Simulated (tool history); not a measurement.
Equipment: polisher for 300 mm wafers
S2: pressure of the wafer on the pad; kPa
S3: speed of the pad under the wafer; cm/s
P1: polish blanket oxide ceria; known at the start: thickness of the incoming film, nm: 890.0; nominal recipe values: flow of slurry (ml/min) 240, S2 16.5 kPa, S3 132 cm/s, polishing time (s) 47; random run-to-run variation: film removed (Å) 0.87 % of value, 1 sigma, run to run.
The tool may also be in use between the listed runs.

{"run": 1, "hour": 7.7, "flow of slurry (ml/min)": 240, "S2": 16.5, "S3": 132, "polishing time (s)": 47, "film removed (Å)": 2292.9}
{"run": 2, "hour": 15.5, "flow of slurry (ml/min)": 240, "S2": 9.7, "S3": 132, "polishing time (s)": 47, "film removed (Å)": 1323.6}
{"run": 3, "hour": 20.8, "flow of slurry (ml/min)": 240, "S2": 23.4, "S3": 132, "polishing time (s)": 47, "film removed (Å)": 3236.8}
{"run": 4, "hour": 25.5, "flow of slurry (ml/min)": 240, "S2": 24.8, "S3": 132, "polishing time (s)": 29, "film removed (Å)": 2073.8}
{"run": 5, "hour": 32.4, "flow of slurry (ml/min)": 240, "S2": 16.5, "S3": 132, "polishing time (s)": 47, "film removed (Å)": 2291.0}
{"run": 6, "hour": 38.9, "flow of slurry (ml/min)": 145, "S2": 16.5, "S3": 132, "polishing time (s)": 47, "film removed (Å)": 2145.5}
{"run": 7, "hour": 46.1, "flow of slurry (ml/min)": 240, "S2": 16.5, "S3": 132, "polishing time (s)": 47, "film removed (Å)": 2292.9}
{"run": 8, "hour": 53.1, "flow of slurry (ml/min)": 240, "S2": 16.5, "S3": 132, "polishing time (s)": 47, "film removed (Å)": 2256.0}
{"run": 9, "hour": 59.0, "flow of slurry (ml/min)": 240, "S2": 16.5, "S3": 132, "polishing time (s)": 72, "film removed (Å)": 3540.1}
{"hour": 65.8, "done": "slurry nozzle cleaned"}
{"run": 10, "hour": 67.2, "flow of slurry (ml/min)": 240, "S2": 16.5, "S3": 182, "polishing time (s)": 47, "film removed (Å)": 3149.9}
{"run": 11, "hour": 76.4, "flow of slurry (ml/min)": 240, "S2": 12.4, "S3": 132, "polishing time (s)": 33, "film removed (Å)": 1203.5}
{"run": 12, "hour": 84.6, "flow of slurry (ml/min)": 240, "S2": 16.5, "S3": 132, "polishing time (s)": 23, "film removed (Å)": 1132.5}
{"run": 13, "hour": 92.6, "flow of slurry (ml/min)": 240, "S2": 16.5, "S3": 132, "polishing time (s)": 47, "film removed (Å)": 2263.0}
{"run": 14, "hour": 101.2, "flow of slurry (ml/min)": 240, "S2": 20.7, "S3": 132, "polishing time (s)": 26, "film removed (Å)": 1588.2}
{"run": 15, "hour": 106.7, "flow of slurry (ml/min)": 240, "S2": 16.5, "S3": 74, "polishing time (s)": 47, "film removed (Å)": 1272.6}

Estimate the outcome of run 16 from the log above:
{"run": 16, "hour": 113.2, "flow of slurry (ml/min)": 340, "S2": 16.5, "S3": 132, "polishing time (s)": 47, "film removed (Å)": "?"}

Logged for run 16: film removed (Å) 2347.5.
